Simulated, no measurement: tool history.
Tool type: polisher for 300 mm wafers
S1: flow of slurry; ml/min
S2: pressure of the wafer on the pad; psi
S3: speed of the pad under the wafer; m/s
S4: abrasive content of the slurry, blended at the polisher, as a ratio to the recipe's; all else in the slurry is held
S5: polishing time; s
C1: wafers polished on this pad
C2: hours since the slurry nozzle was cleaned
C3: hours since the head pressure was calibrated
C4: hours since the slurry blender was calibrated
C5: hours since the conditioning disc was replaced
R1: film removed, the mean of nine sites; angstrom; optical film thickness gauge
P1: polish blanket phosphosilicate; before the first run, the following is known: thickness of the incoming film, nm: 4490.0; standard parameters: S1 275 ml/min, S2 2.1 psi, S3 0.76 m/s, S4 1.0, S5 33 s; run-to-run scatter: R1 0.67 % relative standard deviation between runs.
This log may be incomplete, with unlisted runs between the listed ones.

run 1 day=0.367 | S1=275 S2=2.1 S3=0.76 S4=1.0 S5=33 | C1=957 C2=104.1 C3=184.8 C4=86.4 C5=301.4 | R1=1368.30
run 2 day=0.679 | S1=275 S2=2.1 S3=0.76 S4=1.0 S5=33 | C1=1066 C2=111.6 C3=192.3 C4=93.9 C5=308.9 | R1=1363.40
run 3 day=1.317 | S1=275 S2=1.2 S3=0.76 S4=1.0 S5=33 | C1=1288 C2=126.9 C3=207.6 C4=109.2 C5=324.2 | R1=781.08
run 4 day=1.983 | S1=275 S2=2.1 S3=0.76 S4=0.6 S5=33 | C1=1521 C2=142.9 C3=223.6 C4=125.2 C5=340.2 | R1=1043.50
run 5 day=2.300 | S1=275 S2=2.1 S3=0.76 S4=1.0 S5=33 | C1=1632 C2=150.5 C3=231.2 C4=132.8 C5=347.8 | R1=1345.00
run 6 day=2.988 | S1=275 S2=2.1 S3=0.76 S4=1.0 S5=16 | C1=1872 C2=167.0 C3=247.7 C4=149.3 C5=364.3 | R1=670.22
-- day=3.292 worn pad replaced by a new one
run 7 day=3.358 | S1=275 S2=2.1 S3=0.46 S4=1.0 S5=33 | C1=24 C2=175.9 C3=256.6 C4=158.2 C5=373.2 | R1=923.30
run 8 day=3.767 | S1=275 S2=2.1 S3=0.76 S4=1.0 S5=33 | C1=166 C2=185.7 C3=266.4 C4=168.0 C5=383.0 | R1=1383.90
run 9 day=4.312 | S1=275 S2=2.1 S3=0.76 S4=1.5 S5=33 | C1=357 C2=198.8 C3=279.5 C4=181.1 C5=396.1 | R1=1621.40
run 10 day=4.692 | S1=275 S2=3.1 S3=0.76 S4=1.0 S5=33 | C1=489 C2=207.9 C3=288.6 C4=190.2 C5=405.2 | R1=2022.60
run 11 day=5.079 | S1=275 S2=2.1 S3=0.76 S4=1.0 S5=33 | C1=624 C2=217.2 C3=297.9 C4=199.5 C5=414.5 | R1=1370.90
-- day=5.538 conditioning disc replaced and pad reconditioned
run 12 day=5.554 | S1=275 S2=2.1 S3=0.76 S4=1.0 S5=52 | C1=790 C2=228.6 C3=309.3 C4=210.9 C5=0.5 | R1=2148.00
run 13 day=6.054 | S1=165 S2=2.1 S3=0.76 S4=1.0 S5=33 | C1=965 C2=240.6 C3=321.3 C4=222.9 C5=12.5 | R1=1285.90
run 14 day=6.596 | S1=275 S2=2.1 S3=0.94 S4=1.2 S5=33 | C1=1154 C2=253.6 C3=334.3 C4=235.9 C5=25.5 | R1=1768.20
run 15 day=6.921 | S1=275 S2=2.1 S3=1.04 S4=1.0 S5=33 | C1=1267 C2=261.4 C3=342.1 C4=243.7 C5=33.3 | R1=1777.70
run 16 day=7.421 | S1=275 S2=2.1 S3=0.76 S4=1.0 S5=33 | C1=1442 C2=273.4 C3=354.1 C4=255.7 C5=45.3 | R1=1371.00
run 17 day=8.025 | S1=375 S2=2.1 S3=0.76 S4=1.0 S5=33 | C1=1653 C2=287.9 C3=368.6 C4=270.2 C5=59.8 | R1=1388.90
run 18 day=8.738 | S1=275 S2=2.1 S3=0.76 S4=1.0 S5=33 | C1=1902 C2=305.0 C3=385.7 C4=287.3 C5=76.9 | R1=1366.00
run 19 day=9.238 | S1=275 S2=2.1 S3=0.76 S4=1.0 S5=33 | C1=2076 C2=317.0 C3=397.7 C4=299.3 C5=88.9 | R1=1382.00
run 20 day=9.850 | S1=275 S2=2.1 S3=0.76 S4=1.0 S5=33 | C1=2290 C2=331.7 C3=412.4 C4=314.0 C5=103.6 | R1=1310.20
run 21 day=10.392 | S1=275 S2=2.1 S3=0.76 S4=1.0 S5=33 | C1=2479 C2=344.7 C3=425.4 C4=327.0 C5=116.6 | R1=1302.40
run 22 day=10.967 | S1=275 S2=2.1 S3=0.76 S4=1.0 S5=33 | C1=2680 C2=358.5 C3=439.2 C4=340.8 C5=130.4 | R1=1269.00
-- day=11.529 slurry nozzle cleaned
-- day=11.600 conditioning disc replaced and pad reconditioned
run 23 day=11.621 | S1=275 S2=2.1 S3=0.76 S4=1.0 S5=33 | C1=2908 C2=2.3 C3=454.9 C4=356.5 C5=0.6 | R1=1272.30
-- day=11.742 worn pad replaced by a new one
run 24 day=12.212 | S1=275 S2=2.1 S3=0.76 S4=1.0 S5=33 | C1=165 C2=16.5 C3=469.1 C4=370.7 C5=14.8 | R1=1284.60
run 25 day=12.758 | S1=275 S2=2.1 S3=0.76 S4=1.0 S5=33 | C1=355 C2=29.6 C3=482.2 C4=383.8 C5=27.9 | R1=1265.00

The log shows P1 creeping away from where it was. Any of the 2 causes listed here, at the size stated for it, fits the log just as well as the others:
A: abrasive missing from the slurry, % = 15.7
B: head's pressure below its setpoint, % = 7.81
At approximately day 9.238, the process output began to creep.
Each remaining cause and why it is not a fit:
removal rate lost through wear of the pad, %: serviced at day 11.742, after the drift had started, without restoring the earlier output
slurry flow missing at the pad, %: serviced at day 11.529, after the drift had started, without restoring the earlier output
time polished since the conditioner stopped cutting, s: serviced at day 11.600, after the drift had started, without restoring the earlier output

Which of the 4 check runs listed below, each an average over 5 wafers with its results shown as question marks, gives clearly different results under the different listed causes?
run check 1 day=13.304 | S1=275 S2=2.1 S3=0.76 S4=0.6 S5=33 | R1=?
run check 2 day=13.304 | S1=275 S2=1.5 S3=0.76 S4=1.0 S5=33 | R1=?
run check 3 day=13.304 | S1=275 S2=3.0 S3=0.76 S4=1.0 S5=33 | R1=?
run check 4 day=13.304 | S1=190 S2=2.1 S3=0.76 S4=1.0 S5=33 | R1=?

Expected result of each check under each candidate cause:
check=check_1 result=R1 if_A=945.98 if_B=966.53
check=check_2 result=R1 if_A=899.64 if_B=899.59
check=check_3 result=R1 if_A=1799.30 if_B=1799.20
check=check_4 result=R1 if_A=1206.70 if_B=1206.60
Smallest distance between any two causes, each pair judged by its most separating result, in per cent: check 1 2.15 %; check 2 0.01 %; check 3 0.01 %; check 4 0.01 %
Check 1 tells the causes apart: in the others they would give nearly the same result.

Check 1 was then run and gave: R1 965.60 angstrom. Which cause is it?

The correct cause is B, namely: head's pressure below its setpoint, %.

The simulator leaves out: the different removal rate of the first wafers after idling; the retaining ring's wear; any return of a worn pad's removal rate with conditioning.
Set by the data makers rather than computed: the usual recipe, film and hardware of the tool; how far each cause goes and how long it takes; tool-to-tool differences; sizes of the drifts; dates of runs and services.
